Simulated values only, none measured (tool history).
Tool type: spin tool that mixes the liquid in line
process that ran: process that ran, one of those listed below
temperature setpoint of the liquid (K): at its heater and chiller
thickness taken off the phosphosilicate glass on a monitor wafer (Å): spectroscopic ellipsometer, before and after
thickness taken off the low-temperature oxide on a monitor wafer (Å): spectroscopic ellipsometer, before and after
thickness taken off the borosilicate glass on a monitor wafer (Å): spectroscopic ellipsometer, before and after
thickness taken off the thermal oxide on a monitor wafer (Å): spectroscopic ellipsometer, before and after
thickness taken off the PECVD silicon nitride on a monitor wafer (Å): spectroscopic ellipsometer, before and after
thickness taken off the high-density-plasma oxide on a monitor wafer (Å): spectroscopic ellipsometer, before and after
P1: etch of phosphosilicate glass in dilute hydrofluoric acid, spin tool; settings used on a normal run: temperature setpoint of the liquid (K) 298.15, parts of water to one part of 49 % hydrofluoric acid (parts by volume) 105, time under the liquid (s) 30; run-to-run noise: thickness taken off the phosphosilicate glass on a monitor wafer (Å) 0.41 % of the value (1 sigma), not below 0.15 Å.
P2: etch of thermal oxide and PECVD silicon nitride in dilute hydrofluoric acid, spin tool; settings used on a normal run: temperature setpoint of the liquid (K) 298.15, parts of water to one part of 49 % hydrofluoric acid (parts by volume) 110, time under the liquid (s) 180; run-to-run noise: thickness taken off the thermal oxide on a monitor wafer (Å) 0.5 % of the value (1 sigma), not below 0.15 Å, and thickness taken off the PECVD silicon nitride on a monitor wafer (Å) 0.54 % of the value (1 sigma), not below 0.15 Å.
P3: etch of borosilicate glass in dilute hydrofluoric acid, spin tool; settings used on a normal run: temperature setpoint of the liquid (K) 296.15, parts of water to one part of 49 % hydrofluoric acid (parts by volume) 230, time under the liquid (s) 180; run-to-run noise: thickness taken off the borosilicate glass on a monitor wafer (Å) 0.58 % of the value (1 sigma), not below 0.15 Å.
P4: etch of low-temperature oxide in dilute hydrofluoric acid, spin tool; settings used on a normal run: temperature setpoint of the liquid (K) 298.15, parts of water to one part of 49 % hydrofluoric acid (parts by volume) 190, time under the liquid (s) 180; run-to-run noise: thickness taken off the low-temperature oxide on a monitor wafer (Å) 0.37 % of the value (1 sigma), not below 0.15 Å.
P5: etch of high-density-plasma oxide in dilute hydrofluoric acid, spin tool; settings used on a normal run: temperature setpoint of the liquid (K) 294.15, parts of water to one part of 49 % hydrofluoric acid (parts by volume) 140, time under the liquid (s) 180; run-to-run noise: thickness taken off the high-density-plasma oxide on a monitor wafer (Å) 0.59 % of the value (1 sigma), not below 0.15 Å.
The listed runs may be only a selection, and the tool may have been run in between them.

run     day  process that ran  temperature setpoint of the liquid (K)  parts of water to one part of 49 % hydrofluoric acid (parts by volume)  time under the liquid (s)  hours since the thermometer was replaced  hours since the hydrofluoric acid flow meter was replaced  thickness taken off the phosphosilicate glass on a monitor wafer (Å)  thickness taken off the low-temperature oxide on a monitor wafer (Å)  thickness taken off the borosilicate glass on a monitor wafer (Å)  thickness taken off the thermal oxide on a monitor wafer (Å)  thickness taken off the PECVD silicon nitride on a monitor wafer (Å)  thickness taken off the high-density-plasma oxide on a monitor wafer (Å)
  1   0.538                P1                                  298.15                                                                     105                         30                                     298.4                                                      239.9                                                                180.32
  2   1.012                P4                                  303.15                                                                     190                        180                                     309.8                                                      251.3                                                                                                                                      273.15
  3   1.371                P4                                  298.15                                                                     190                        180                                     318.4                                                      259.9                                                                                                                                      228.39
  4   1.771                P1                                  305.15                                                                     105                         55                                       328                                                      269.5                                                                432.55
  5     2.3                P1                                  298.15                                                                     105                         30                                     340.7                                                      282.2                                                                179.76
  6   2.842                P3                                  292.15                                                                     230                        180                                     353.7                                                      295.2                                                                                                                                                                                                         103.54
  7   3.175                P1                                  298.15                                                                      20                         30                                     361.7                                                      303.2                                                                1062.7
  8    3.65                P2                                  298.15                                                                     110                        345                                     373.1                                                      314.6                                                                                                                                                                                                                                                                       168.07                                                                87.927
  9   3.942                P1                                  298.15                                                                     105                         50                                     380.1                                                      321.6                                                                301.93
 10   4.271                P1                                  298.15                                                                     105                         30                                       388                                                      329.5                                                                180.75
 11   4.596                P5                                  294.15                                                                     140                        180                                     395.8                                                      337.3                                                                                                                                                                                                                                                                                                                                                                                                                       57.875
 12   5.125                P1                                  302.15                                                                     105                         15                                     408.5                                                        350                                                                 105.5
 13   5.629                P3                                  296.15                                                                     230                         20                                     420.6                                                      362.1                                                                                                                                                                                                          13.59
 14   5.962                P1                                  298.15                                                                     105                         15                                     428.6                                                      370.1                                                                89.932
 15   6.462                P1                                  298.15                                                                     175                         30                                     440.6                                                      382.1                                                                99.626
 16   6.738                P1                                  306.15                                                                     105                         30                                     447.2                                                      388.7                                                                243.96
 17   7.296                P1                                  292.15                                                                     105                         30                                     460.6                                                      402.1                                                                141.51
 18   7.775                P1                                  298.15                                                                     105                         30                                     472.1                                                      413.6                                                                179.51
 19   8.175                P2                                  290.65                                                                     110                        180                                     481.7                                                      423.2                                                                                                                                                                                                                                                                       64.823                                                                27.756
 20     8.7                P5                                  294.15                                                                      50                        180                                     494.3                                                      435.8                                                                                                                                                                                                                                                                                                                                                                                                                       180.52
 21   9.258                P4                                  298.15                                                                     105                        180                                     507.7                                                      449.2                                                                                                                                       459.3
 22   9.712                P1                                  303.65                                                                      50                         30                                     518.6                                                      460.1                                                                508.67
 23  10.021                P3                                  296.15                                                                     230                        180                                       526                                                      467.5                                                                                                                                                                                                         121.36
 24  10.538                P4                                  298.15                                                                     190                        345                                     538.4                                                      479.9                                                                                                                                      437.36
 25   11.05                P5                                  294.15                                                                     140                         85                                     550.7                                                      492.2                                                                                                                                                                                                                                                                                                                                                                                                                       27.537
 26  11.496                P2                                  298.15                                                                     110                        180                                     561.4                                                      502.9                                                                                                                                                                                                                                                                       87.911                                                                46.736
 27  11.929                P1                                  298.15                                                                     105                         30                                     571.8                                                      513.3                                                                181.12
 28  12.192                P3                                  296.15                                                                     100                        180                                     578.1                                                      519.6                                                                                                                                                                                                         319.38
 29  12.721                P5                                  301.65                                                                     140                        180                                     590.8                                                      532.3                                                                                                                                                                                                                                                                                                                                                                                                                       78.024
 30  13.254                P5                                  294.15                                                                     140                        180                                     603.6                                                      545.1                                                                                                                                                                                                                                                                                                                                                                                                                       58.393
 31  13.817                P2                                  298.15                                                                     190                        180                                     617.1                                                      558.6                                                                                                                                                                                                                                                                       46.287                                                                26.871
 32  14.367                P1                                  298.15                                                                     105                         30                                     630.3                                                      571.8                                                                181.04
 33  14.762                P1                                  298.15                                                                     105                         30                                     639.8                                                      581.3                                                                183.59
 34  15.242                P1                                  298.15                                                                     105                         30                                     651.3                                                      592.8                                                                 187.3

Forecast run 35:
 35  15.55                P1                                  298.15                                                                     105                         30                                     658.7                                                      600.2                                                                     ?

{"run 35": {"thickness taken off the phosphosilicate glass on a monitor wafer (Å)": 187.37}}
